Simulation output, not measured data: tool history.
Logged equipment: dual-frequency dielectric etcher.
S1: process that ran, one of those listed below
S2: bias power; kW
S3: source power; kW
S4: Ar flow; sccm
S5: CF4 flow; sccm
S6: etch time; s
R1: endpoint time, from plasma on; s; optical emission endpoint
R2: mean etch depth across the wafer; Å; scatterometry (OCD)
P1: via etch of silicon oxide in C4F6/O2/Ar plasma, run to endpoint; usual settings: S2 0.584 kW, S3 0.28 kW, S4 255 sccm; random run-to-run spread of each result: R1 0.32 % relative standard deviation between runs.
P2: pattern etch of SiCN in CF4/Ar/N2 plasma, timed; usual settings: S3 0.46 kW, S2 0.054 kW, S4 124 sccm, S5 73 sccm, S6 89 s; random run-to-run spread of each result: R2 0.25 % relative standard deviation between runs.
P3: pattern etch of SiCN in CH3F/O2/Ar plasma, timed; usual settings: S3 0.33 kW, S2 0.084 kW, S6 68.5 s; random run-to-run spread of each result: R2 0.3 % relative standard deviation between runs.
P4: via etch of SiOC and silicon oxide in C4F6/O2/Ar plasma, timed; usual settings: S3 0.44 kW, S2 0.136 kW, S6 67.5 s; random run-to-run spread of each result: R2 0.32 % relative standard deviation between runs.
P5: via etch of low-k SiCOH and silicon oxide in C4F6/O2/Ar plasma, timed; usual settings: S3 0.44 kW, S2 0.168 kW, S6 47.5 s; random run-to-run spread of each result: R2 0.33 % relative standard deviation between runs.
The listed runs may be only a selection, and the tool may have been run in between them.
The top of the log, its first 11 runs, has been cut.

run,day,S1,S2,S3,S4,S5,S6,R1,R2
12,5.983,P5,0.168,0.44,,,47.5,,1141.6
13,6.446,P2,0.043,0.46,124,73,89,,666.59
14,6.8,P1,0.712,0.28,255,,,23.807,
15,7.388,P5,0.168,0.44,,,63,,1515.5
16,7.892,P5,0.233,0.44,,,47.5,,1269.5
17,8.508,P2,0.054,0.46,124,73,89,,718.56
18,9.017,P3,0.084,0.33,,,38,,138.26
19,9.333,P1,0.584,0.28,255,,,25.572,
20,9.729,P1,0.584,0.28,350,,,26.823,
21,10.312,P1,0.584,0.28,255,,,25.775,
22,10.683,P1,0.584,0.28,255,,,25.852,
23,11.183,P1,0.584,0.21,255,,,28.569,
24,11.517,P3,0.113,0.33,,,68.5,,276.28

Predict the results of run 25:
25,11.825,P2,0.054,0.46,124,91,89,,?

{"run 25": {"R2": 746.76}}

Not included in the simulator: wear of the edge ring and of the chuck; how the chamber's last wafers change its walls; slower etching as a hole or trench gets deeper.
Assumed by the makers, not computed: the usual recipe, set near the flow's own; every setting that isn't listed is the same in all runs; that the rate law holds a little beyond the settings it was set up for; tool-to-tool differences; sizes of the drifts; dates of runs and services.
